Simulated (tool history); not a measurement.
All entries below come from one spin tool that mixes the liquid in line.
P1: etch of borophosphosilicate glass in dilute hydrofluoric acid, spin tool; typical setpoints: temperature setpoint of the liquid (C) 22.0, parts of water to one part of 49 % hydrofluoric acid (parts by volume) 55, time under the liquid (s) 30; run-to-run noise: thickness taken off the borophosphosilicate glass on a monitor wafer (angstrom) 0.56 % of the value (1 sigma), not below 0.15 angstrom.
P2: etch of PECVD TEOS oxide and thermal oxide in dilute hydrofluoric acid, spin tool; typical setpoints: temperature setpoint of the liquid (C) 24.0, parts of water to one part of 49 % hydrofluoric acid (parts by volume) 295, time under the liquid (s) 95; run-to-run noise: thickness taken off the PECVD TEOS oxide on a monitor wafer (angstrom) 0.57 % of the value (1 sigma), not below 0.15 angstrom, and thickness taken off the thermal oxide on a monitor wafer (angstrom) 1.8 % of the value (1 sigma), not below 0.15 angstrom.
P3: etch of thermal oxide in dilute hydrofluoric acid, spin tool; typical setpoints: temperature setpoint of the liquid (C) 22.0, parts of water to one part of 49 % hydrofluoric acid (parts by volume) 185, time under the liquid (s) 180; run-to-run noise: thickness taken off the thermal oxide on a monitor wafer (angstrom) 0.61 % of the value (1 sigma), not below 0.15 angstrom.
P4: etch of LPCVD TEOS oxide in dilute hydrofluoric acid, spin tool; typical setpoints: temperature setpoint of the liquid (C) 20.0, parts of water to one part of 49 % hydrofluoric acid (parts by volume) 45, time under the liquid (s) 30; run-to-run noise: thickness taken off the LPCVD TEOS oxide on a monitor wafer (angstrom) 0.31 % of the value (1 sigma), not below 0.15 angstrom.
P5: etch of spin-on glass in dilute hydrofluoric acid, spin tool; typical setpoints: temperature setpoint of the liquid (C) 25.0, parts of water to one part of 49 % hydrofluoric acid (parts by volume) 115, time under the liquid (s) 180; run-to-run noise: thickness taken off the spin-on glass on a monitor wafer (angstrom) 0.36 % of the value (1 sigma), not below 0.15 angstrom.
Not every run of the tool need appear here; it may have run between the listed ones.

run,day,process that ran,temperature setpoint of the liquid (C),parts of water to one part of 49 % hydrofluoric acid (parts by volume),time under the liquid (s),thickness taken off the borophosphosilicate glass on a monitor wafer (angstrom),thickness taken off the thermal oxide on a monitor wafer (angstrom),thickness taken off the PECVD TEOS oxide on a monitor wafer (angstrom),thickness taken off the spin-on glass on a monitor wafer (angstrom),thickness taken off the LPCVD TEOS oxide on a monitor wafer (angstrom)
1,0.388,P1,22.0,55,30,232.96,,,,
2,0.712,P3,17.0,185,180,,31.7060,,,
3,1.192,P1,22.0,55,15,116.21,,,,
4,1.488,P1,22.0,55,30,234.30,,,,
5,1.979,P1,22.0,90,30,137.67,,,,
6,2.538,P2,24.0,295,95,,13.5060,72.891,,
7,2.962,P5,25.0,115,180,,,,451.60,
8,3.517,P1,22.0,55,30,233.46,,,,
9,4.000,P1,30.0,20,30,942.42,,,,
10,4.321,P4,20.0,45,15,,,,,64.605
11,4.762,P3,22.0,185,180,,38.9490,,,
12,5.100,P1,22.0,55,30,234.03,,,,
13,5.696,P1,22.0,55,30,234.35,,,,
14,6.254,P1,26.5,95,30,153.71,,,,
15,6.729,P1,29.5,55,30,317.32,,,,
16,7.029,P2,32.0,295,95,,16.9940,94.480,,
17,7.412,P1,29.5,55,60,630.96,,,,
18,7.758,P2,24.0,295,95,,13.0660,73.658,,
19,8.083,P5,25.0,45,180,,,,1267.70,
20,8.467,P5,31.5,115,180,,,,578.61,
21,8.942,P5,25.0,115,180,,,,453.69,
22,9.575,P1,17.0,55,30,188.54,,,,
23,9.988,P2,24.0,535,95,,5.7795,32.547,,
24,10.521,P1,22.0,55,60,470.48,,,,
# day 10.588: hydrofluoric acid flow meter replaced
25,11.104,P4,20.0,45,30,,,,,129.530
26,11.725,P3,22.0,80,180,,101.3500,,,
27,12.175,P4,24.0,45,30,,,,,153.490
28,12.842,P2,24.0,295,30,,3.8125,23.206,,
29,13.242,P5,25.0,115,345,,,,868.70,
30,13.817,P1,22.0,30,30,445.62,,,,
31,14.104,P4,20.0,20,30,,,,,300.310
32,14.467,P3,22.0,185,35,,7.6904,,,
33,14.846,P1,22.0,55,30,235.36,,,,
34,15.225,P1,22.0,55,30,235.06,,,,
35,15.575,P1,22.0,55,30,235.82,,,,
36,16.221,P1,22.0,55,30,241.63,,,,
37,16.688,P1,22.0,55,30,244.93,,,,
38,17.088,P1,22.0,55,30,243.12,,,,
39,17.500,P1,22.0,55,30,246.55,,,,
40,17.983,P1,22.0,55,30,250.17,,,,
41,18.579,P1,22.0,55,30,251.40,,,,
42,18.950,P1,22.0,55,30,250.76,,,,
43,19.258,P1,22.0,55,30,248.12,,,,
44,19.883,P1,22.0,55,30,250.24,,,,

Something has made what P1 gives creep away from where it was; the 2 causes below, each at its own stated size, fit the log equally well:
A: hydrofluoric acid flow above the setpoint (%) = 6.15
B: liquid hotter than its thermometer reads (K) = 1.54
The drift started at roughly day 15.575.

The list below offers 4 check runs, each averaging the results of 2 wafers, and shows each result as a question mark. For which of them would the listed causes give clearly different results?
check 1,20.508,P5,25.0,70,180,,,,?,
check 2,20.508,P2,31.5,295,95,,?,?,,
check 3,20.508,P4,20.0,30,30,,,,,?
check 4,20.508,P3,22.0,90,55,,?,,,

Expected result of each check under each candidate cause:
check,result,if A,if B
check 1,thickness taken off the spin-on glass on a monitor wafer (angstrom),842.35,839.28
check 2,thickness taken off the thermal oxide on a monitor wafer (angstrom),17.7800,17.2380
check 2,thickness taken off the PECVD TEOS oxide on a monitor wafer (angstrom),101.310,98.219
check 3,thickness taken off the LPCVD TEOS oxide on a monitor wafer (angstrom),210.670,211.540
check 4,thickness taken off the thermal oxide on a monitor wafer (angstrom),28.9580,28.8510
Per-check spread between the two closest causes, in the result where they differ most: check 1 0.37 %; check 2 3.09 %; check 3 0.41 %; check 4 0.37 %
Check 2 is the one run that separates the causes; every other check would come out nearly the same whichever cause is at work.

Check 2 has now been run. It gave: thickness taken off the thermal oxide on a monitor wafer (angstrom) 17.4470; thickness taken off the PECVD TEOS oxide on a monitor wafer (angstrom) 101.420. Which of the candidate causes is it?

A is the cause: hydrofluoric acid flow above the setpoint (%).
